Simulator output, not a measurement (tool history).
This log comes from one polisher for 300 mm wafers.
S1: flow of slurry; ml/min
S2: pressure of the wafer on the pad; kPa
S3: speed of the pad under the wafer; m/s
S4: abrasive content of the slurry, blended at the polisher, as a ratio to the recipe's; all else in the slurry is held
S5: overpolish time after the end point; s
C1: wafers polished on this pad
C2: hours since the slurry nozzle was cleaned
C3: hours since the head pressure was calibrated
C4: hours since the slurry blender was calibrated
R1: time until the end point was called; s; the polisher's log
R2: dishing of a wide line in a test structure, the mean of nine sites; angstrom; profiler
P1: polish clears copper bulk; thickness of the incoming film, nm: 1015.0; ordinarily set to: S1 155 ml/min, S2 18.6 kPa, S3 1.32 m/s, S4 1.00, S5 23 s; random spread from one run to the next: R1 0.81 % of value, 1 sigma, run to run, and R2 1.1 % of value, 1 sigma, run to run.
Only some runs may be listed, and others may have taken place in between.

run   hour   S1    S2    S3    S4  S5    C1     C2     C3     C4       R1       R2
  1   11.1  155  18.6  1.32  1.00  23   381  102.8  390.3  217.9   96.358   880.65
  2   26.4  155  18.6  2.04  1.00  23   552  118.1  405.6  233.2   61.301   979.78
  3   41.9  155  18.6  1.32  1.35  23   725  133.6  421.1  248.7   90.839   894.96
  4   49.2  155  18.6  1.32  1.00  11   807  140.9  428.4  256.0   97.930   635.03
  5   60.5  155  18.6  1.32  1.00  23   933  152.2  439.7  267.3   95.863   871.05
  6   73.0  155  29.0  1.32  1.00  23  1073  164.7  452.2  279.8   61.015  1121.30
  7   86.7  155  18.6  1.32  1.00  23  1226  178.4  465.9  293.5   96.131   861.23
  8  102.6  155  13.8  1.32  1.00  23  1403  194.3  481.8  309.4  131.070   739.35
  9  115.9  155  18.6  1.32  0.80   7  1552  207.6  495.1  322.7  100.300   442.97
 10  123.8  155  18.6  0.60  1.00  23  1640  215.5  503.0  330.6  209.300   611.86
 11  135.3  245  18.6  1.32  1.00  23  1768  227.0  514.5  342.1   90.305   895.25
 12  147.8  155  18.6  1.32  1.00  23  1908  239.5  527.0  354.6   96.342   869.39
 13  160.4  155  18.6  1.32  1.00  40  2049  252.1  539.6  367.2   95.367   984.89
 14  174.1  155  24.1  1.32  1.45  23  2202  265.8  553.3  380.9   67.920  1015.70
 15  187.6  155  18.6  1.32  0.75  23  2353  279.3  566.8  394.4  101.940   864.76
 16  199.5   95  18.6  1.32  1.00  23  2485  291.2  578.7  406.3  107.040   868.19
 17  214.5  155  18.6  1.32  1.00  23  2653  306.2  593.7  421.3   97.291   870.87
 18  223.9  155  18.6  1.32  1.00  23  2758  315.6  603.1  430.7   98.542   883.31
 19  231.5  155  18.6  1.32  1.00  23  2843  323.2  610.7  438.3   99.204   865.61
 20  244.0  155  18.6  1.32  1.00  23  2982  335.7  623.2  450.8  100.810   881.91
     251.1  -- slurry blender recalibrated
 21  258.9  155  18.6  1.32  1.00  23  3149  350.6  638.1    7.9  102.270   845.63
     260.0  -- head pressure recalibrated
 22  271.9  155  18.6  1.32  1.00  23  3294  363.6   11.9   20.9  104.110   850.43
 23  283.6  155  18.6  1.32  1.00  23  3425  375.3   23.6   32.6  103.510   846.27

P1 has crept away from where it was. The log is fitted equally well by each of these 2 causes, at the sizes shown:
A: slurry flow missing at the pad, % = 31.4
B: removal rate lost through wear of the pad, % = 7.27
The drift started at roughly hour 214.5.
Other possible causes, and why each is ruled out:
head's pressure below its setpoint, %: work on it at hour 260.0, done after the drift set in, did not restore what the process gave before
abrasive missing from the slurry, %: work on it at hour 251.1, done after the drift set in, did not restore what the process gave before

Of the 4 check runs below, each run on 2 wafers with the results averaged and each result still a question mark, which one would tell the listed causes apart?
check 1  295.3  155  18.6  0.68  1.00  23                   ?   ?
check 2  295.3   95  18.6  1.32  1.00  23                   ?   ?
check 3  295.3  155  18.6  2.04  1.00  23                   ?   ?
check 4  295.3  155  27.6  0.62  1.00  23                   ?   ?

How each check would come out, cause by cause:
  check  result     if A     if B
check 1      R1  200.490  200.520
check 1      R2   626.28   626.23
check 2      R1  119.250  114.540
check 2      R2   812.96   825.96
check 3      R1   66.831   66.841
check 3      R2   958.25   958.22
check 4      R1  148.430  148.450
check 4      R2   787.92   787.86
Separation of the two closest causes in each check, using whichever result separates them best: check 1 0.02 %; check 2 4.03 %; check 3 0.02 %; check 4 0.02 %
Check 2 tells the causes apart: in the others they would give nearly the same result.

Check 2 has now been run. It gave: R1 114.530 s; R2 821.51 angstrom. Which of the candidate causes is it?

It is B: removal rate lost through wear of the pad, %.
